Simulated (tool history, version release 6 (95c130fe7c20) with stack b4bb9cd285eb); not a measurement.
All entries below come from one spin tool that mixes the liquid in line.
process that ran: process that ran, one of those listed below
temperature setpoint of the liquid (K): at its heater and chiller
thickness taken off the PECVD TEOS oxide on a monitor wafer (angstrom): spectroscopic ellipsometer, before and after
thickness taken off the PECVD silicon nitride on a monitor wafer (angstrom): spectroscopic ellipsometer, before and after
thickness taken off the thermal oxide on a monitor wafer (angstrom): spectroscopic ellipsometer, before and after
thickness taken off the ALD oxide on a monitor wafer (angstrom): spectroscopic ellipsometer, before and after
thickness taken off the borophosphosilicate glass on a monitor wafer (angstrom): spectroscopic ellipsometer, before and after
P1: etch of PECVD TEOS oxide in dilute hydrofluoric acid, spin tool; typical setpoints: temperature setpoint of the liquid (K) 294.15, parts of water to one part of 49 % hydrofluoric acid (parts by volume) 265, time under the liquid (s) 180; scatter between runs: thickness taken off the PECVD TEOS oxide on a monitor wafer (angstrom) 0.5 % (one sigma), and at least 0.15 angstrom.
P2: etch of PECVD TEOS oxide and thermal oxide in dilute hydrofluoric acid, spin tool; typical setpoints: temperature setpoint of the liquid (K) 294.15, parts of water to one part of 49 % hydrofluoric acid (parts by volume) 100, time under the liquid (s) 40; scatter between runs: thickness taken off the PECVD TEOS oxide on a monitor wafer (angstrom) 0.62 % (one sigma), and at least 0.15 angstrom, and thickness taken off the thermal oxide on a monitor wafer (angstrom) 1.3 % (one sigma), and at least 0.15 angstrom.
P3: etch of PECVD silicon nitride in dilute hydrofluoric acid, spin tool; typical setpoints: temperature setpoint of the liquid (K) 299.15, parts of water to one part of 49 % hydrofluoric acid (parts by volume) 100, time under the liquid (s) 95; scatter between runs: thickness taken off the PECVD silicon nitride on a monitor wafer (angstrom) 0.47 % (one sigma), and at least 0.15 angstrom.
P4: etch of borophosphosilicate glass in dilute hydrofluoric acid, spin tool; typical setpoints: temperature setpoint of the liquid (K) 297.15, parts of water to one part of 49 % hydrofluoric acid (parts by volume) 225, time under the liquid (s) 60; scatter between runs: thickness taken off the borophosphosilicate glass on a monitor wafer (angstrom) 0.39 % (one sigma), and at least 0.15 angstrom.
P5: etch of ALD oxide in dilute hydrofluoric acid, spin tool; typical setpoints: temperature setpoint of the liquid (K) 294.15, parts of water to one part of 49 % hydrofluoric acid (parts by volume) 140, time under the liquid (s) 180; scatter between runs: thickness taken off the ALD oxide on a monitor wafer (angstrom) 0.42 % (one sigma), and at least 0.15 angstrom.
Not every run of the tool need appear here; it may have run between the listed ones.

run	day	process that ran	temperature setpoint of the liquid (K)	parts of water to one part of 49 % hydrofluoric acid (parts by volume)	time under the liquid (s)	thickness taken off the PECVD TEOS oxide on a monitor wafer (angstrom)	thickness taken off the PECVD silicon nitride on a monitor wafer (angstrom)	thickness taken off the thermal oxide on a monitor wafer (angstrom)	thickness taken off the ALD oxide on a monitor wafer (angstrom)	thickness taken off the borophosphosilicate glass on a monitor wafer (angstrom)
1	0.333	P1	294.15	265	180	93.2820				
2	0.558	P3	299.15	100	95		44.599			
3	0.762	P1	294.15	265	180	92.8530				
4	1.025	P3	299.15	100	95		43.983			
5	1.362	P2	294.15	40	40	108.0900		46.113		
6	1.542	P5	294.15	140	180				193.88	
7	1.846	P3	299.15	150	95		29.865			
8	2.075	P2	298.15	100	40	47.3800		19.882		
9	2.312	P1	299.15	160	180	204.6600				
10	2.604	P1	294.15	440	180	47.2000				
11	2.904	P1	294.15	265	180	92.4600				
12	3.208	P5	300.65	140	180				248.47	
13	3.529	P5	294.15	140	180				192.58	
14	3.712	P4	297.15	225	60					159.190
15	4.000	P4	304.15	225	60					203.170
16	4.196	P1	290.15	465	180	38.8310				
17	4.425	P3	299.15	100	185		86.233			
18	4.717	P1	294.15	265	350	181.8300				
19	4.871	P2	294.15	100	40	39.5830		16.982		
20	5.117	P2	294.15	100	80	80.3080		34.387		
21	5.454	P4	297.15	405	60					74.701
22	5.750	P4	297.15	225	60					160.100
23	6.100	P1	294.15	265	180	92.8980				
24	6.279	P1	294.15	265	180	92.6470				
# day 6.429: thermometer replaced
25	6.567	P3	303.15	100	95		56.989			
26	6.871	P1	290.15	265	180	79.3570				
27	7.075	P1	298.65	420	180	58.6330				
# day 7.325: hydrofluoric acid flow meter replaced
28	7.425	P1	294.15	265	15	7.6674				
29	7.758	P1	294.15	80	180	366.5900				
30	8.062	P1	294.15	265	180	93.2970				
31	8.246	P5	294.15	80	180				361.08	
32	8.546	P4	297.15	225	115					304.870
33	8.771	P5	294.15	140	320				341.25	
34	9.029	P1	298.15	265	180	106.6500				
35	9.292	P1	294.15	265	180	92.6790				
36	9.488	P1	294.15	265	180	92.3810				

Estimate the outcome of run 37 from the log above:
37	9.771	P1	294.15	265	180	?				

Run 37 measured thickness taken off the PECVD TEOS oxide on a monitor wafer (angstrom) 94.5230.
